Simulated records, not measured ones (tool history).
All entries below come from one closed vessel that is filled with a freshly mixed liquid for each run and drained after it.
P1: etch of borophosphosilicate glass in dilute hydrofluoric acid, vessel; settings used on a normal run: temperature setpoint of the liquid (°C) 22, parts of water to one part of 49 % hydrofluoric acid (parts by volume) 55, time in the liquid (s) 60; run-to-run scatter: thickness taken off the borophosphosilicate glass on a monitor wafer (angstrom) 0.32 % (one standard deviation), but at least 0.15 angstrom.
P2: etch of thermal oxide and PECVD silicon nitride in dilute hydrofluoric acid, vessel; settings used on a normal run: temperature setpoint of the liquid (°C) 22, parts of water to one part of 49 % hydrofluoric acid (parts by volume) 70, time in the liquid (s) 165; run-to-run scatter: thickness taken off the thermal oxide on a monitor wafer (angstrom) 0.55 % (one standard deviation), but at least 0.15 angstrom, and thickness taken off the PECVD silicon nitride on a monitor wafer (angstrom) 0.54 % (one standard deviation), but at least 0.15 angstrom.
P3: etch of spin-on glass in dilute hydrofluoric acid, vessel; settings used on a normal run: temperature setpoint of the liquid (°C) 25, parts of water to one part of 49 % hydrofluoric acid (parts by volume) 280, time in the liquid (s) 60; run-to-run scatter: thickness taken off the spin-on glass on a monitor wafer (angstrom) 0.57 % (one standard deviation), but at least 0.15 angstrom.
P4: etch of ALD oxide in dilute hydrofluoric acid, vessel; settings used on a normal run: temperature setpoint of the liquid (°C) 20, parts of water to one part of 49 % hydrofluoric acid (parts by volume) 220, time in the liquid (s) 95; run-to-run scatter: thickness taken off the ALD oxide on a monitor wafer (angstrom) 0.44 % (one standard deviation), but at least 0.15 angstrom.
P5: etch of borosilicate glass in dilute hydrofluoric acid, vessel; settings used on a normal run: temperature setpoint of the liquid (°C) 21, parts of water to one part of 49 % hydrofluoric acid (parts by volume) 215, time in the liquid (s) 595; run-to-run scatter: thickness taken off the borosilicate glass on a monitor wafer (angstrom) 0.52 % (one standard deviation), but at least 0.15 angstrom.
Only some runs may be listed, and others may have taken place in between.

run	hour	process that ran	temperature setpoint of the liquid (°C)	parts of water to one part of 49 % hydrofluoric acid (parts by volume)	time in the liquid (s)	hours since the thermometer was replaced	hours since the hydrofluoric acid flow meter was replaced	thickness taken off the borophosphosilicate glass on a monitor wafer (angstrom)	thickness taken off the borosilicate glass on a monitor wafer (angstrom)	thickness taken off the spin-on glass on a monitor wafer (angstrom)	thickness taken off the thermal oxide on a monitor wafer (angstrom)	thickness taken off the PECVD silicon nitride on a monitor wafer (angstrom)	thickness taken off the ALD oxide on a monitor wafer (angstrom)
1	6.5	P1	22	55	60	515.2	666.6	808.01					
2	19	P1	22	55	60	527.7	679.1	807.6					
3	29.7	P5	17	215	595	538.4	689.8		508.61				
4	38	P1	25.5	55	60	546.7	698.1	935.19					
5	48.8	P1	22	55	60	557.5	708.9	808.41					
6	61.3	P3	25	280	30	570	721.4			54.081			
7	74.5	P3	25	280	60	583.2	734.6			108.26			
8	86.4	P2	22	70	165	595.1	746.5				106.76	38.293	
9	95.3	P4	20	390	95	604	755.4						45.26
10	103.3	P3	25	65	60	612	763.4			589.89			
11	114.3	P2	17	70	165	623	774.4				86.206	27.227	
12	127	P1	22	20	60	635.7	787.1	2335.3					
13	138.3	P3	25	280	60	647	798.4			106.54			
14	145.5	P5	21	215	1185	654.2	805.6		1170.4				
15	154.4	P2	22	20	165	663.1	814.5				397.09	128.22	
16	165.5	P1	22	95	60	674.2	825.6	448.28					
17	171.7	P4	20	220	95	680.4	831.8						93.704
18	177.8	P1	27.5	85	60	686.5	837.9	627.13					
19	186.2	P1	22	55	60	694.9	846.3	811.84					
20	197.7	P1	28.5	55	30	706.4	857.8	526.63					
21	210.8	P5	21	215	595	719.5	870.9		580.71				
22	223.9	P1	22	30	30	732.6	884	762.34					
23	234.4	P5	21	215	595	743.1	894.5		587.07				
24	247.4	P4	17	220	95	756.1	907.5						82.133
25	257.1	P2	22	70	30	765.8	917.2				19.469	6.9385	
26	268.9	P1	22	55	30	777.6	929	403.43					
27	278.6	P1	22	55	60	787.3	938.7	809.88					
28	289	P1	22	55	95	797.7	949.1	1268					
29	295.7	P3	32.5	280	60	804.4	955.8			136.58			
30	306.1	P2	22	70	165	814.8	966.2				105.17	38.281	

What does the tool deliver on the next run?
31	317.5	P1	17	55	60	826.2	977.6	?					

{"run 31": {"thickness taken off the borophosphosilicate glass on a monitor wafer (angstrom)": 654.84}}
